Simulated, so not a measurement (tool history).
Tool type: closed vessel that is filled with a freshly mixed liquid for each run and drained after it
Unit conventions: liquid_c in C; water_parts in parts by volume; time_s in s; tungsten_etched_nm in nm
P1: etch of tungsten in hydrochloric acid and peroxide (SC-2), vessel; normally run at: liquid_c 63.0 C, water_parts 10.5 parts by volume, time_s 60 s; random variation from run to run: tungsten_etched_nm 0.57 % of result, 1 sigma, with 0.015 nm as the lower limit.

| run | hour | liquid_c | water_parts | time_s | hours since the thermometer was replaced | hours since the chemicals flow meter was replaced | hours since the drum of peroxide was connected | tungsten_etched_nm |
|---|---|---|---|---|---|---|---|---|
| 1 | 8.8 | 63.0 | 10.5 | 60 | 1159.2 | 1156.6 | 856.0 | 25.2220 |
| 2 | 14.7 | 63.0 | 10.5 | 105 | 1165.1 | 1162.5 | 861.9 | 44.5520 |
| 3 | 21.8 | 72.0 | 10.5 | 60 | 1172.2 | 1169.6 | 869.0 | 43.6300 |
| 4 | 29.7 | 48.5 | 10.5 | 60 | 1180.1 | 1177.5 | 876.9 | 9.9916 |
| 5 | 35.1 | 63.0 | 10.5 | 60 | 1185.5 | 1182.9 | 882.3 | 25.3250 |
| 6 | 45.7 | 63.0 | 10.5 | 60 | 1196.1 | 1193.5 | 892.9 | 25.1300 |
| 7 | 55.9 | 63.0 | 10.5 | 60 | 1206.3 | 1203.7 | 903.1 | 25.1830 |
|  | 57.7 | thermometer replaced |
| 8 | 60.9 | 63.0 | 4.0 | 60 | 3.3 | 1208.7 | 908.1 | 52.7330 |
| 9 | 71.6 | 63.0 | 10.5 | 60 | 14.0 | 1219.4 | 918.8 | 25.2670 |
| 10 | 79.8 | 63.0 | 10.5 | 60 | 22.2 | 1227.6 | 927.0 | 25.2090 |
|  | 88.5 | chemicals flow meter replaced |
| 11 | 90.6 | 63.0 | 10.5 | 30 | 33.0 | 2.2 | 937.8 | 12.7270 |
| 12 | 101.0 | 47.0 | 10.5 | 30 | 43.4 | 12.6 | 948.2 | 4.4876 |
| 13 | 107.5 | 63.0 | 15.5 | 110 | 49.9 | 19.1 | 954.7 | 32.9270 |
| 14 | 116.1 | 63.0 | 18.0 | 60 | 58.5 | 27.7 | 963.3 | 15.7590 |
| 15 | 125.7 | 63.0 | 10.5 | 60 | 68.1 | 37.3 | 972.9 | 25.3030 |
| 16 | 136.4 | 63.0 | 10.5 | 60 | 78.8 | 48.0 | 983.6 | 24.8960 |
| 17 | 146.1 | 63.0 | 10.5 | 60 | 88.5 | 57.7 | 993.3 | 24.0770 |
| 18 | 156.9 | 63.0 | 10.5 | 60 | 99.3 | 68.5 | 1004.1 | 23.3280 |
| 19 | 167.3 | 63.0 | 10.5 | 60 | 109.7 | 78.9 | 1014.5 | 22.8970 |
|  | 171.8 | new drum of peroxide connected |
| 20 | 172.1 | 63.0 | 10.5 | 60 | 114.5 | 83.7 | 0.3 | 23.1550 |
| 21 | 181.3 | 63.0 | 10.5 | 60 | 123.7 | 92.9 | 9.5 | 22.9000 |
| 22 | 187.1 | 63.0 | 10.5 | 60 | 129.5 | 98.7 | 15.3 | 22.9540 |

Run 23, settings as shown, results not yet in. Your forecast:
| 23 | 196.2 | 63.0 | 10.5 | 60 | 138.6 | 107.8 | 24.4 | ? |

tungsten_etched_nm: 22.9690 nm
